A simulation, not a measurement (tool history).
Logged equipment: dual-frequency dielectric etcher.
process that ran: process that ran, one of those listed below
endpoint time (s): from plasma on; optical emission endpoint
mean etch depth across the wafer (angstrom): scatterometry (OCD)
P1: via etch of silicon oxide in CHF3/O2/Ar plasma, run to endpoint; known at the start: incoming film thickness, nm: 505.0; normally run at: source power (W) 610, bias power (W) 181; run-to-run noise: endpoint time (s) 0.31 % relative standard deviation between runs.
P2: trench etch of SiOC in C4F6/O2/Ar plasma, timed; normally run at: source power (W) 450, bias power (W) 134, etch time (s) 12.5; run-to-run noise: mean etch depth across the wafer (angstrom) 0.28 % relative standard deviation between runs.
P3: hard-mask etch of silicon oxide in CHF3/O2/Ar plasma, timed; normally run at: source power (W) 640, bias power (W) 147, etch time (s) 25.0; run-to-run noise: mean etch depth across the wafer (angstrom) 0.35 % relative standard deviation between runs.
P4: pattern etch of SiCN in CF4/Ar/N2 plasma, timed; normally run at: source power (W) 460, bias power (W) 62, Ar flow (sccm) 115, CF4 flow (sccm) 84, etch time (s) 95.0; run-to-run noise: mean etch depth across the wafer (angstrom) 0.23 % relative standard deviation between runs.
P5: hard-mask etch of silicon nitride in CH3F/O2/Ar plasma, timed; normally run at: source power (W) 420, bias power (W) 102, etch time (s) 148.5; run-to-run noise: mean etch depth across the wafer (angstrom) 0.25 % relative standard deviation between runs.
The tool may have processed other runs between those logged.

| run | hour | process that ran | source power (W) | bias power (W) | Ar flow (sccm) | CF4 flow (sccm) | etch time (s) | endpoint time (s) | mean etch depth across the wafer (angstrom) |
|---|---|---|---|---|---|---|---|---|---|
| 1 | 3.2 | P1 | 610 | 181 |  |  |  | 257.51 |  |
| 2 | 8.0 | P4 | 460 | 43 | 115 | 84 | 95.0 |  | 705.05 |
| 3 | 12.3 | P2 | 450 | 134 |  |  | 9.0 |  | 182.05 |
| 4 | 15.1 | P5 | 420 | 102 |  |  | 148.5 |  | 1177.70 |
| 5 | 20.3 | P1 | 790 | 181 |  |  |  | 232.87 |  |
| 6 | 25.2 | P3 | 640 | 102 |  |  | 25.0 |  | 416.43 |
| 7 | 28.7 | P2 | 560 | 134 |  |  | 12.5 |  | 276.77 |
| 8 | 31.4 | P3 | 640 | 147 |  |  | 25.0 |  | 465.42 |
| 9 | 34.4 | P4 | 460 | 62 | 115 | 84 | 130.0 |  | 1088.10 |
| 10 | 38.4 | P1 | 720 | 148 |  |  |  | 257.78 |  |
| 11 | 41.4 | P1 | 850 | 217 |  |  |  | 213.87 |  |
|  | 45.7 | wet clean of the chamber |
| 12 | 46.5 | P3 | 640 | 147 |  |  | 33.0 |  | 611.96 |
| 13 | 49.1 | P2 | 450 | 134 |  |  | 12.5 |  | 252.92 |
| 14 | 54.3 | P1 | 610 | 181 |  |  |  | 257.18 |  |
| 15 | 59.0 | P4 | 460 | 62 | 115 | 65 | 95.0 |  | 761.55 |
| 16 | 62.4 | P1 | 610 | 110 |  |  |  | 300.79 |  |
| 17 | 67.0 | P3 | 640 | 147 |  |  | 25.0 |  | 466.76 |
| 18 | 70.2 | P1 | 610 | 181 |  |  |  | 257.60 |  |
| 19 | 72.9 | P5 | 420 | 66 |  |  | 148.5 |  | 1013.10 |
| 20 | 75.7 | P2 | 450 | 96 |  |  | 12.5 |  | 230.37 |
| 21 | 79.9 | P1 | 500 | 215 |  |  |  | 261.10 |  |
|  | 82.6 | bias power generator calibrated |
| 22 | 83.6 | P3 | 780 | 147 |  |  | 25.0 |  | 503.97 |
| 23 | 88.6 | P5 | 300 | 102 |  |  | 148.5 |  | 1044.60 |
| 24 | 93.7 | P4 | 350 | 62 | 115 | 84 | 95.0 |  | 623.21 |
| 25 | 98.8 | P1 | 610 | 181 |  |  |  | 256.87 |  |
| 26 | 103.0 | P5 | 420 | 102 |  |  | 87.0 |  | 692.16 |
| 27 | 107.1 | P1 | 490 | 181 |  |  |  | 278.98 |  |
| 28 | 112.4 | P4 | 460 | 62 | 115 | 84 | 95.0 |  | 793.90 |
| 29 | 115.7 | P1 | 610 | 181 |  |  |  | 255.75 |  |
| 30 | 118.0 | P1 | 610 | 252 |  |  |  | 228.49 |  |
| 31 | 122.8 | P4 | 460 | 62 | 144 | 84 | 95.0 |  | 770.29 |
| 32 | 127.5 | P1 | 610 | 181 |  |  |  | 256.30 |  |
| 33 | 129.9 | P1 | 610 | 181 |  |  |  | 254.95 |  |
| 34 | 133.3 | P1 | 610 | 181 |  |  |  | 258.37 |  |
| 35 | 138.4 | P1 | 610 | 181 |  |  |  | 260.26 |  |
|  | 138.5 | wet clean of the chamber |
| 36 | 141.8 | P1 | 610 | 181 |  |  |  | 260.68 |  |
| 37 | 144.7 | P1 | 610 | 181 |  |  |  | 259.25 |  |
| 38 | 149.9 | P1 | 610 | 181 |  |  |  | 261.47 |  |
| 39 | 152.8 | P1 | 610 | 181 |  |  |  | 261.97 |  |

The output of P1 has drifted from where it used to be. Each of the 2 causes below, taken at the size shown beside it, accounts for the log equally well:
A: source power that arrives under what is set, % = 4.27
B: bias power that arrives under what is set, % = 4.86
The onset of the drift is placed at about hour 129.9.
Why every other cause is out:
chamber walls in a state that lowers the etch rate, %: serviced at hour 138.5, which brought nothing back

Which of the 4 check runs listed below separates the causes, so that each cause would produce a clearly different result? Each run uses one wafer, and its results are marked with question marks.
| check 1 | 155.7 | P3 | 640 | 147 |  |  | 25.0 |  | ? |
| check 2 | 155.7 | P4 | 460 | 62 | 115 | 84 | 95.0 |  | ? |
| check 3 | 155.7 | P2 | 450 | 134 |  |  | 12.5 |  | ? |
| check 4 | 155.7 | P5 | 420 | 102 |  |  | 148.5 |  | ? |

If the cause were each of the candidates in turn, the checks would give the following:
| check | result | if A | if B |
|---|---|---|---|
| check 1 | mean etch depth across the wafer (angstrom) | 457.96 | 458.44 |
| check 2 | mean etch depth across the wafer (angstrom) | 763.99 | 781.00 |
| check 3 | mean etch depth across the wafer (angstrom) | 248.84 | 249.55 |
| check 4 | mean etch depth across the wafer (angstrom) | 1161.10 | 1158.80 |
Minimum pairwise separation of causes per check, each pair taken at its best-separating result: check 1 0.1 %; check 2 2.2 %; check 3 0.29 %; check 4 0.2 %
Only check 2 tells the causes apart: in the others they would give nearly the same result.

Check 2 was carried out, with these results: mean etch depth across the wafer (angstrom) 779.50. Which of the listed causes is responsible?

The correct cause is B, namely: bias power that arrives under what is set, %.
